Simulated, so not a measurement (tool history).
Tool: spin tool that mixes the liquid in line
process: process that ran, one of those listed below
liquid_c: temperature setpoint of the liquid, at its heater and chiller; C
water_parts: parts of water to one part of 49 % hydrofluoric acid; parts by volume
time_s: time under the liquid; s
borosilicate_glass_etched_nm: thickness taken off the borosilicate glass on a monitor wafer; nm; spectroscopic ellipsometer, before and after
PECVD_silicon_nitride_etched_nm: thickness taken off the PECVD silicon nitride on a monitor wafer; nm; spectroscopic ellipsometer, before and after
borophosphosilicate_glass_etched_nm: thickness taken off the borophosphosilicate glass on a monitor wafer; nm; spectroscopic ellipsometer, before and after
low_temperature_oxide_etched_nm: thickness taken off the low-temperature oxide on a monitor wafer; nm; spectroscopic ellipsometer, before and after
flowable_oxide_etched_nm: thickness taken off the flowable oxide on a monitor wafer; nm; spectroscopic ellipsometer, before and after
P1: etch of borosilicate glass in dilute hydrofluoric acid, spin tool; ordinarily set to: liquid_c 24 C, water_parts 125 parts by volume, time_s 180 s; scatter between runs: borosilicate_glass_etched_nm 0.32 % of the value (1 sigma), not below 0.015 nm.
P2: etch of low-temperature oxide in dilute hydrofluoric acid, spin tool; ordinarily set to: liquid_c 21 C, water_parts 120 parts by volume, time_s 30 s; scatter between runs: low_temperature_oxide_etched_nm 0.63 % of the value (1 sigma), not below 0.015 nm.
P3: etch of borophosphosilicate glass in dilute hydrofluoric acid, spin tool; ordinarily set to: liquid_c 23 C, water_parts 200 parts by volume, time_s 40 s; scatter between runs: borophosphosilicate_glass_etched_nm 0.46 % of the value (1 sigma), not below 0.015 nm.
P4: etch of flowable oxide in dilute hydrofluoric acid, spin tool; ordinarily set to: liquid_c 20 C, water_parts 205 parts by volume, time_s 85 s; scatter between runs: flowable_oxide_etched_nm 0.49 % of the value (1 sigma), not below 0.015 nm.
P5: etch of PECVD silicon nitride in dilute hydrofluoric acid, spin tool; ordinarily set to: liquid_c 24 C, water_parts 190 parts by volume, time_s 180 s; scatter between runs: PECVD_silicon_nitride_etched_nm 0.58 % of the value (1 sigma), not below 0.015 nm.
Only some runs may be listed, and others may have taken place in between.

run,hour,process,liquid_c,water_parts,time_s,hours since the thermometer was replaced,hours since the hydrofluoric acid flow meter was replaced,borosilicate_glass_etched_nm,PECVD_silicon_nitride_etched_nm,borophosphosilicate_glass_etched_nm,low_temperature_oxide_etched_nm,flowable_oxide_etched_nm
1,6.1,P1,24,125,180,642.7,234.2,45.57,,,,
2,17.3,P5,24,190,30,653.9,245.4,,0.83523,,,
3,29.3,P3,23,200,40,665.9,257.4,,,10.508,,
4,39.8,P1,24,40,180,676.4,267.9,158.85,,,,
5,51.5,P5,17,190,180,688.1,279.6,,3.1694,,,
6,59.3,P5,24,190,180,695.9,287.4,,4.9677,,,
7,65,P1,24,125,180,701.6,293.1,45.874,,,,
8,77,P3,17,200,40,713.6,305.1,,,8.3645,,
9,86.4,P2,21,120,15,723,314.5,,,,2.4146,
10,93.6,P4,20,205,45,730.2,321.7,,,,,7.0252
11,99.7,P4,20,205,85,736.3,327.8,,,,,13.32
12,106.4,P1,19,125,250,743,334.5,51.929,,,,
13,117.5,P2,21,120,30,754.1,345.6,,,,4.8867,
14,126.5,P1,24,125,180,763.1,354.6,45.679,,,,
15,137.8,P2,21,35,30,774.4,365.9,,,,18.304,
16,145.6,P1,24,125,295,782.2,373.7,74.866,,,,
17,157.5,P1,18.5,125,180,794.1,385.6,36.673,,,,
18,166.5,P4,27.5,205,85,803.1,394.6,,,,,17.613
19,172.7,P5,24,320,180,809.3,400.8,,2.9821,,,
20,178.2,P1,24,125,180,814.8,406.3,45.648,,,,
21,183.7,P5,24,190,180,820.3,411.8,,4.9132,,,
22,191.4,P2,17,120,30,828,419.5,,,,4.0554,
23,202.1,P1,24,190,180,838.7,430.2,28.11,,,,
24,210.3,P3,23,200,40,846.9,438.4,,,10.446,,
25,218.9,P1,28,125,90,855.5,447,26.551,,,,
26,224.4,P1,24,125,180,861,452.5,45.895,,,,
27,232.7,P3,23,355,40,869.3,460.8,,,5.0903,,
28,242.3,P1,29,125,180,878.9,470.4,55.331,,,,
29,248.2,P2,21,120,30,884.8,476.3,,,,4.8157,
30,256.8,P1,24,125,180,893.4,484.9,45.772,,,,
31,262.8,P1,24,125,70,899.4,490.9,17.799,,,,
32,271.3,P4,20,85,85,907.9,499.4,,,,,36.705
33,278.8,P3,23,200,15,915.4,506.9,,,3.9448,,

What will run 34 give?
34,284.3,P1,24,125,180,920.9,512.4,?,,,,

borosilicate_glass_etched_nm: 45.777 nm

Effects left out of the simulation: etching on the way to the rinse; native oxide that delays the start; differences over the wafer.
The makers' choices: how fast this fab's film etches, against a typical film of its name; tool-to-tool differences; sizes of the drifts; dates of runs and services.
